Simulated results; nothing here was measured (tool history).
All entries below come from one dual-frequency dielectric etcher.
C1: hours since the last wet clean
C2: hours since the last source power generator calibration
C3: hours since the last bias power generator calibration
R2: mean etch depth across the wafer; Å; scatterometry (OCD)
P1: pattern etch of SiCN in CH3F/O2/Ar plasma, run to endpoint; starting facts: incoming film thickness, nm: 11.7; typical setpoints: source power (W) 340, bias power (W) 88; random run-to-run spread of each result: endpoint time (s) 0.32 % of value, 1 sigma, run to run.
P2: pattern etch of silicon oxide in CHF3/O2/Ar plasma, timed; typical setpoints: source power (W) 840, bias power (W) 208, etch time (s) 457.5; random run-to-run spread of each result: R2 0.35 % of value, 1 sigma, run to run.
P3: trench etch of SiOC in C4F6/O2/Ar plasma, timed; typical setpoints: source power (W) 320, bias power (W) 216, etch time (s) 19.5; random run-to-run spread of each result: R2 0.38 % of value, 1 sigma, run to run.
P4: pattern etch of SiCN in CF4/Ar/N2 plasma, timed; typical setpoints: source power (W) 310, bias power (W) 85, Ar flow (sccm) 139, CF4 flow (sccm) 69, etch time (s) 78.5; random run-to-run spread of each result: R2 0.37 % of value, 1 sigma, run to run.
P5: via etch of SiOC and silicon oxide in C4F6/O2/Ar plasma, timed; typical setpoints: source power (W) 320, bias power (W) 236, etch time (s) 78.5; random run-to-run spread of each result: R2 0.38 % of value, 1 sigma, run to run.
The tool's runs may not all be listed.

run 1 hour=2.9 | process_that_ran=P1 source_power_(W)=340 bias_power_(W)=88 | C1=237.4 C2=1847.6 C3=782.7 | endpoint_time_(s)=31.029
run 2 hour=6.9 | process_that_ran=P1 source_power_(W)=340 bias_power_(W)=88 | C1=241.4 C2=1851.6 C3=786.7 | endpoint_time_(s)=31.207
run 3 hour=9.5 | process_that_ran=P3 source_power_(W)=320 bias_power_(W)=176 etch_time_(s)=19.5 | C1=244.0 C2=1854.2 C3=789.3 | R2=363.93
run 4 hour=12.4 | process_that_ran=P4 source_power_(W)=310 bias_power_(W)=85 etch_time_(s)=96.5 Ar_flow_(sccm)=139 CF4_flow_(sccm)=69 | C1=246.9 C2=1857.1 C3=792.2 | R2=612.14
run 5 hour=16.9 | process_that_ran=P2 source_power_(W)=540 bias_power_(W)=208 etch_time_(s)=457.5 | C1=251.4 C2=1861.6 C3=796.7 | R2=9257.20
run 6 hour=19.4 | process_that_ran=P4 source_power_(W)=310 bias_power_(W)=105 etch_time_(s)=78.5 Ar_flow_(sccm)=139 CF4_flow_(sccm)=69 | C1=253.9 C2=1864.1 C3=799.2 | R2=538.82
run 7 hour=25.0 | process_that_ran=P1 source_power_(W)=340 bias_power_(W)=63 | C1=259.5 C2=1869.7 C3=804.8 | endpoint_time_(s)=34.819
run 8 hour=27.5 | process_that_ran=P2 source_power_(W)=840 bias_power_(W)=208 etch_time_(s)=457.5 | C1=262.0 C2=1872.2 C3=807.3 | R2=11018.00
run 9 hour=31.6 | process_that_ran=P5 source_power_(W)=430 bias_power_(W)=236 etch_time_(s)=78.5 | C1=266.1 C2=1876.3 C3=811.4 | R2=984.52
run 10 hour=35.8 | process_that_ran=P2 source_power_(W)=840 bias_power_(W)=246 etch_time_(s)=457.5 | C1=270.3 C2=1880.5 C3=815.6 | R2=11650.00
run 11 hour=38.9 | process_that_ran=P1 source_power_(W)=340 bias_power_(W)=88 | C1=273.4 C2=1883.6 C3=818.7 | endpoint_time_(s)=30.974
run 12 hour=41.6 | process_that_ran=P5 source_power_(W)=320 bias_power_(W)=166 etch_time_(s)=78.5 | C1=276.1 C2=1886.3 C3=821.4 | R2=780.27
run 13 hour=45.8 | process_that_ran=P1 source_power_(W)=260 bias_power_(W)=88 | C1=280.3 C2=1890.5 C3=825.6 | endpoint_time_(s)=34.257
run 14 hour=49.2 | process_that_ran=P1 source_power_(W)=340 bias_power_(W)=88 | C1=283.7 C2=1893.9 C3=829.0 | endpoint_time_(s)=31.109
run 15 hour=51.9 | process_that_ran=P5 source_power_(W)=320 bias_power_(W)=236 etch_time_(s)=43.0 | C1=286.4 C2=1896.6 C3=831.7 | R2=483.73
run 16 hour=56.1 | process_that_ran=P2 source_power_(W)=840 bias_power_(W)=208 etch_time_(s)=350.0 | C1=290.6 C2=1900.8 C3=835.9 | R2=8443.30
run 17 hour=60.8 | process_that_ran=P1 source_power_(W)=340 bias_power_(W)=122 | C1=295.3 C2=1905.5 C3=840.6 | endpoint_time_(s)=27.561
run 18 hour=64.3 | process_that_ran=P5 source_power_(W)=320 bias_power_(W)=236 etch_time_(s)=78.5 | C1=298.8 C2=1909.0 C3=844.1 | R2=883.64
run 19 hour=69.4 | process_that_ran=P3 source_power_(W)=320 bias_power_(W)=216 etch_time_(s)=19.5 | C1=303.9 C2=1914.1 C3=849.2 | R2=388.69
run 20 hour=74.1 | process_that_ran=P2 source_power_(W)=840 bias_power_(W)=208 etch_time_(s)=457.5 | C1=308.6 C2=1918.8 C3=853.9 | R2=11000.00
run 21 hour=77.1 | process_that_ran=P1 source_power_(W)=460 bias_power_(W)=88 | C1=311.6 C2=1921.8 C3=856.9 | endpoint_time_(s)=27.944
run 22 hour=80.5 | process_that_ran=P4 source_power_(W)=400 bias_power_(W)=85 etch_time_(s)=78.5 Ar_flow_(sccm)=139 CF4_flow_(sccm)=69 | C1=315.0 C2=1925.2 C3=860.3 | R2=617.52
run 23 hour=85.3 | process_that_ran=P4 source_power_(W)=310 bias_power_(W)=85 etch_time_(s)=78.5 Ar_flow_(sccm)=139 CF4_flow_(sccm)=42 | C1=319.8 C2=1930.0 C3=865.1 | R2=462.31
run 24 hour=87.8 | process_that_ran=P4 source_power_(W)=310 bias_power_(W)=85 etch_time_(s)=78.5 Ar_flow_(sccm)=139 CF4_flow_(sccm)=69 | C1=322.3 C2=1932.5 C3=867.6 | R2=497.30
run 25 hour=90.2 | process_that_ran=P1 source_power_(W)=340 bias_power_(W)=88 | C1=324.7 C2=1934.9 C3=870.0 | endpoint_time_(s)=31.086
run 26 hour=94.6 | process_that_ran=P3 source_power_(W)=320 bias_power_(W)=216 etch_time_(s)=14.0 | C1=329.1 C2=1939.3 C3=874.4 | R2=281.52
run 27 hour=97.9 | process_that_ran=P3 source_power_(W)=320 bias_power_(W)=216 etch_time_(s)=19.5 | C1=332.4 C2=1942.6 C3=877.7 | R2=390.33
run 28 hour=101.7 | process_that_ran=P1 source_power_(W)=340 bias_power_(W)=88 | C1=336.2 C2=1946.4 C3=881.5 | endpoint_time_(s)=31.019
run 29 hour=104.4 | process_that_ran=P1 source_power_(W)=410 bias_power_(W)=108 | C1=338.9 C2=1949.1 C3=884.2 | endpoint_time_(s)=26.904
run 30 hour=108.4 | process_that_ran=P5 source_power_(W)=320 bias_power_(W)=236 etch_time_(s)=78.5 | C1=342.9 C2=1953.1 C3=888.2 | R2=873.97
run 31 hour=113.2 | process_that_ran=P4 source_power_(W)=310 bias_power_(W)=85 etch_time_(s)=78.5 Ar_flow_(sccm)=103 CF4_flow_(sccm)=69 | C1=347.7 C2=1957.9 C3=893.0 | R2=520.03
run 32 hour=116.9 | process_that_ran=P3 source_power_(W)=420 bias_power_(W)=216 etch_time_(s)=19.5 | C1=351.4 C2=1961.6 C3=896.7 | R2=430.98
run 33 hour=121.3 | process_that_ran=P1 source_power_(W)=340 bias_power_(W)=88 | C1=355.8 C2=1966.0 C3=901.1 | endpoint_time_(s)=30.969
run 34 hour=125.0 | process_that_ran=P1 source_power_(W)=340 bias_power_(W)=88 | C1=359.5 C2=1969.7 C3=904.8 | endpoint_time_(s)=30.985

Run 35 has not been measured yet. What should we expect?
run 35 hour=129.4 | process_that_ran=P1 source_power_(W)=340 bias_power_(W)=88 | C1=363.9 C2=1974.1 C3=909.2 | endpoint_time_(s)=?

Run 35 measured endpoint time (s) 30.734.

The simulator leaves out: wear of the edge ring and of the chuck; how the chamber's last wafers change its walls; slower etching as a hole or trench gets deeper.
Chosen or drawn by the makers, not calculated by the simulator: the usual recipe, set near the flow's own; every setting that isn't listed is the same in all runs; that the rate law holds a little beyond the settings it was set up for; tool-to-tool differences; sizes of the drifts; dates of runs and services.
